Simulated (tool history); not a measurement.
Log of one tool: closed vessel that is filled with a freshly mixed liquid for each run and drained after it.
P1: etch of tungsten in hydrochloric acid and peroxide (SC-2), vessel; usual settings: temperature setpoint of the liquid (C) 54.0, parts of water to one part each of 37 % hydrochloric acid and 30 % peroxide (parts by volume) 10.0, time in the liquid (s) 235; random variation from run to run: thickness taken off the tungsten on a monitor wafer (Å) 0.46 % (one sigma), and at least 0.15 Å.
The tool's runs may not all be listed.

| run | hour | temperature setpoint of the liquid (C) | parts of water to one part each of 37 % hydrochloric acid and 30 % peroxide (parts by volume) | time in the liquid (s) | hours since the thermometer was replaced | hours since the chemicals flow meter was replaced | hours since the drum of peroxide was connected | thickness taken off the tungsten on a monitor wafer (Å) |
|---|---|---|---|---|---|---|---|---|
| 1 | 6.8 | 54.0 | 10.0 | 235 | 1373.6 | 161.0 | 192.0 | 504.930 |
| 2 | 13.0 | 54.0 | 18.5 | 235 | 1379.8 | 167.2 | 198.2 | 295.220 |
| 3 | 17.1 | 54.0 | 10.0 | 110 | 1383.9 | 171.3 | 202.3 | 235.630 |
| 4 | 21.7 | 66.0 | 4.0 | 235 | 1388.5 | 175.9 | 206.9 | 2128.700 |
| 5 | 27.4 | 54.0 | 10.0 | 235 | 1394.2 | 181.6 | 212.6 | 507.670 |
| 6 | 32.9 | 65.0 | 10.0 | 235 | 1399.7 | 187.1 | 218.1 | 999.730 |
| 7 | 37.1 | 54.0 | 4.0 | 235 | 1403.9 | 191.3 | 222.3 | 1010.200 |
| 8 | 41.5 | 42.5 | 10.0 | 235 | 1408.3 | 195.7 | 226.7 | 231.980 |
| 9 | 47.7 | 54.0 | 10.0 | 235 | 1414.5 | 201.9 | 232.9 | 506.450 |
| 10 | 53.0 | 54.0 | 10.0 | 235 | 1419.8 | 207.2 | 238.2 | 504.510 |
| 11 | 60.4 | 54.0 | 10.0 | 445 | 1427.2 | 214.6 | 245.6 | 950.270 |
| 12 | 64.9 | 54.0 | 10.0 | 235 | 1431.7 | 219.1 | 250.1 | 505.500 |
| 13 | 71.5 | 47.0 | 10.0 | 65 | 1438.3 | 225.7 | 256.7 | 87.502 |
| 14 | 78.3 | 70.0 | 17.0 | 235 | 1445.1 | 232.5 | 263.5 | 861.230 |
| 15 | 82.0 | 54.0 | 10.0 | 235 | 1448.8 | 236.2 | 267.2 | 502.810 |
| 16 | 88.3 | 54.0 | 10.0 | 235 | 1455.1 | 242.5 | 273.5 | 517.270 |
| 17 | 92.9 | 54.0 | 10.0 | 235 | 1459.7 | 247.1 | 278.1 | 522.700 |
| 18 | 100.1 | 54.0 | 10.0 | 235 | 1466.9 | 254.3 | 285.3 | 532.190 |
| 19 | 103.6 | 54.0 | 10.0 | 235 | 1470.4 | 257.8 | 288.8 | 530.570 |
| 20 | 110.7 | 54.0 | 10.0 | 235 | 1477.5 | 264.9 | 295.9 | 539.110 |
| 21 | 116.9 | 54.0 | 10.0 | 235 | 1483.7 | 271.1 | 302.1 | 540.090 |
| 22 | 124.5 | 54.0 | 10.0 | 235 | 1491.3 | 278.7 | 309.7 | 539.760 |

The next listed run, before its measurement:
| 23 | 128.2 | 54.0 | 10.0 | 235 | 1495.0 | 282.4 | 313.4 | ? |

Run 23 gave thickness taken off the tungsten on a monitor wafer (Å) 539.930.

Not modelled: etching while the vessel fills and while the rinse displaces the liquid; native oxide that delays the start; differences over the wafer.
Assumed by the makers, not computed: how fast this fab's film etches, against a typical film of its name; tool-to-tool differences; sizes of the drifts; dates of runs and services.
